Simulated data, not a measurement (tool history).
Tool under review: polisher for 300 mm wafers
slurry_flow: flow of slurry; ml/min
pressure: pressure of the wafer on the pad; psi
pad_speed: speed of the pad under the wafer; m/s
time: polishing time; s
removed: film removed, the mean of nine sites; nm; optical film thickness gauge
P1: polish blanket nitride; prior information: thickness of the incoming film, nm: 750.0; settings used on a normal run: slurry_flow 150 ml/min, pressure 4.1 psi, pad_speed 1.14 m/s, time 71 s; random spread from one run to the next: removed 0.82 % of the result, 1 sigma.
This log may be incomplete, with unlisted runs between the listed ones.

run	day	slurry_flow	pressure	pad_speed	time	removed
1	0.196	150	4.1	1.14	71	185.830
2	0.475	150	4.1	1.72	52	187.190
3	0.746	150	4.1	1.14	100	265.850
4	1.092	150	4.1	1.68	71	253.930
5	1.358	150	4.1	1.14	71	186.280
6	1.571	150	1.8	1.14	71	81.600
7	1.754	150	4.1	1.14	32	84.919
8	1.950	90	4.1	1.14	71	168.070
9	2.300	150	4.1	1.14	71	187.730
10	2.504	150	4.1	1.14	71	188.830
11	2.771	150	4.1	0.68	71	123.750
12	3.042	150	4.1	1.14	71	186.840

Run 13, settings as shown, results not yet in. Your forecast:
13	3.321	150	6.2	1.14	71	?

removed: 284.720 nm
